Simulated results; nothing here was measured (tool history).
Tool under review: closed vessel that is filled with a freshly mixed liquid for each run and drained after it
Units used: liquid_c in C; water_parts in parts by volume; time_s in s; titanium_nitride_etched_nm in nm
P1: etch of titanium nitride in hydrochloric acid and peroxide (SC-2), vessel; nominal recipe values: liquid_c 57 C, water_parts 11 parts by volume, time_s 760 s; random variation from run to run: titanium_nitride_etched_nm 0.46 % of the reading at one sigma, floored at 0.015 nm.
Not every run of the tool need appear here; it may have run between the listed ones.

Run 1, day 0.438: liquid_c 57 C, water_parts 11 parts by volume, time_s 760 s. Result: titanium_nitride_etched_nm 26.716 nm.
Run 2, day 0.942: liquid_c 57 C, water_parts 11 parts by volume, time_s 760 s. Result: titanium_nitride_etched_nm 26.503 nm.
Run 3, day 1.417: liquid_c 57 C, water_parts 11 parts by volume, time_s 1505 s. Result: titanium_nitride_etched_nm 52.952 nm.
Run 4, day 1.95: liquid_c 57 C, water_parts 11 parts by volume, time_s 760 s. Result: titanium_nitride_etched_nm 26.633 nm.
Run 5, day 2.4: liquid_c 57 C, water_parts 5 parts by volume, time_s 760 s. Result: titanium_nitride_etched_nm 49.199 nm.
Run 6, day 2.817: liquid_c 72 C, water_parts 11 parts by volume, time_s 760 s. Result: titanium_nitride_etched_nm 66.846 nm.
Run 7, day 3.217: liquid_c 57 C, water_parts 11 parts by volume, time_s 760 s. Result: titanium_nitride_etched_nm 26.329 nm.
Run 8, day 3.729: liquid_c 40.5 C, water_parts 11 parts by volume, time_s 760 s. Result: titanium_nitride_etched_nm 8.6963 nm.
Run 9, day 4.321: liquid_c 57 C, water_parts 20 parts by volume, time_s 760 s. Result: titanium_nitride_etched_nm 15.739 nm.
Run 10, day 4.688: liquid_c 65 C, water_parts 11 parts by volume, time_s 1335 s. Result: titanium_nitride_etched_nm 77.23 nm.
Run 11, day 5.342: liquid_c 48.5 C, water_parts 11 parts by volume, time_s 1150 s. Result: titanium_nitride_etched_nm 22.837 nm.
Run 12, day 5.912: liquid_c 57 C, water_parts 11 parts by volume, time_s 760 s. Result: titanium_nitride_etched_nm 26.821 nm.
Run 13, day 6.217: liquid_c 57 C, water_parts 11 parts by volume, time_s 415 s. Result: titanium_nitride_etched_nm 14.47 nm.
Run 14, day 6.554: liquid_c 57 C, water_parts 11 parts by volume, time_s 760 s. Result: titanium_nitride_etched_nm 26.589 nm.
Run 15, day 7.008: liquid_c 57 C, water_parts 11 parts by volume, time_s 760 s. Result: titanium_nitride_etched_nm 27.611 nm.
Run 16, day 7.596: liquid_c 57 C, water_parts 11 parts by volume, time_s 760 s. Result: titanium_nitride_etched_nm 28.121 nm.
Run 17, day 7.908: liquid_c 57 C, water_parts 11 parts by volume, time_s 760 s. Result: titanium_nitride_etched_nm 28.585 nm.
Run 18, day 8.579: liquid_c 57 C, water_parts 11 parts by volume, time_s 760 s. Result: titanium_nitride_etched_nm 28.757 nm.

What does the tool deliver on the next run?
Run 19, day 9.142: liquid_c 57 C, water_parts 11 parts by volume, time_s 760 s. Result: titanium_nitride_etched_nm ?.

Run 19 produced titanium_nitride_etched_nm 28.879 nm.
